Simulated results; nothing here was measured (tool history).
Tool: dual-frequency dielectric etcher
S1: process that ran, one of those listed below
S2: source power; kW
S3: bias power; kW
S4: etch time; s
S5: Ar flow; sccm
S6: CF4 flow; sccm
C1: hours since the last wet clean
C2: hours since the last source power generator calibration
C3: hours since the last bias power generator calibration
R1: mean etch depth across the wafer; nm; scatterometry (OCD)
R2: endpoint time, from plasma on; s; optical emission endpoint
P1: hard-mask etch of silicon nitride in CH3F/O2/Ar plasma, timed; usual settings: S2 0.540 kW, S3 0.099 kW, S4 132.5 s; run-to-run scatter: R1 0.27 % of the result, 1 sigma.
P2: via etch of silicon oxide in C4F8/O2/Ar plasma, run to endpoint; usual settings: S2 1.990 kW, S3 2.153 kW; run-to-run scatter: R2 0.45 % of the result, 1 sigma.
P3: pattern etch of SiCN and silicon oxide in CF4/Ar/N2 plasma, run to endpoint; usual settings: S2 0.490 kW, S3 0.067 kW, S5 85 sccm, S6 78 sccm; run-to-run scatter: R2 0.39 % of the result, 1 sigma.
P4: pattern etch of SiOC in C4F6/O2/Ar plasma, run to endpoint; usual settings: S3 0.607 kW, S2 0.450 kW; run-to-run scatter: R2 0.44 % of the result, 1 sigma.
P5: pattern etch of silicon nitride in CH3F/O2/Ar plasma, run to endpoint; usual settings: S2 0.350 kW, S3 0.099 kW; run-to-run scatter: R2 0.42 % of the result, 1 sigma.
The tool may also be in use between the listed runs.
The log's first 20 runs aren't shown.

| run | hour | S1 | S2 | S3 | S4 | S5 | S6 | C1 | C2 | C3 | R1 | R2 |
|---|---|---|---|---|---|---|---|---|---|---|---|---|
| 21 | 190.0 | P1 | 0.540 | 0.099 | 132.5 |  |  | 327.0 | 1479.5 | 719.1 | 114.130 |  |
| 22 | 196.9 | P4 | 0.450 | 0.607 |  |  |  | 333.9 | 1486.4 | 726.0 |  | 10.3800 |
| 23 | 205.3 | P1 | 0.540 | 0.099 | 132.5 |  |  | 342.3 | 1494.8 | 734.4 | 114.950 |  |
| 24 | 211.3 | P3 | 0.490 | 0.067 |  | 85 | 78 | 348.3 | 1500.8 | 740.4 |  | 9.7503 |
| 25 | 223.1 | P2 | 1.990 | 2.153 |  |  |  | 360.1 | 1512.6 | 752.2 |  | 265.3600 |
| 26 | 234.9 | P1 | 0.540 | 0.136 | 132.5 |  |  | 371.9 | 1524.4 | 764.0 | 129.630 |  |
| 27 | 245.8 | P4 | 0.580 | 0.607 |  |  |  | 382.8 | 1535.3 | 774.9 |  | 9.4077 |
| 28 | 253.6 | P3 | 0.490 | 0.067 |  | 109 | 78 | 390.6 | 1543.1 | 782.7 |  | 10.1490 |
| 29 | 264.2 | P1 | 0.540 | 0.099 | 132.5 |  |  | 401.2 | 1553.7 | 793.3 | 115.180 |  |
| 30 | 275.9 | P1 | 0.540 | 0.099 | 94.0 |  |  | 412.9 | 1565.4 | 805.0 | 81.377 |  |
| 31 | 288.0 | P1 | 0.540 | 0.099 | 132.5 |  |  | 425.0 | 1577.5 | 817.1 | 114.450 |  |
| 32 | 300.5 | P1 | 0.540 | 0.099 | 132.5 |  |  | 437.5 | 1590.0 | 829.6 | 113.660 |  |
| 33 | 306.4 | P1 | 0.540 | 0.099 | 132.5 |  |  | 443.4 | 1595.9 | 835.5 | 113.160 |  |
| 34 | 316.1 | P1 | 0.540 | 0.099 | 132.5 |  |  | 453.1 | 1605.6 | 845.2 | 113.580 |  |

Forecast run 35:
|  | 326.6 | wet clean of the chamber |
| 35 | 327.4 | P1 | 0.540 | 0.099 | 132.5 |  |  | 0.9 | 1616.9 | 856.5 | ? |  |

R1: 113.580 nm
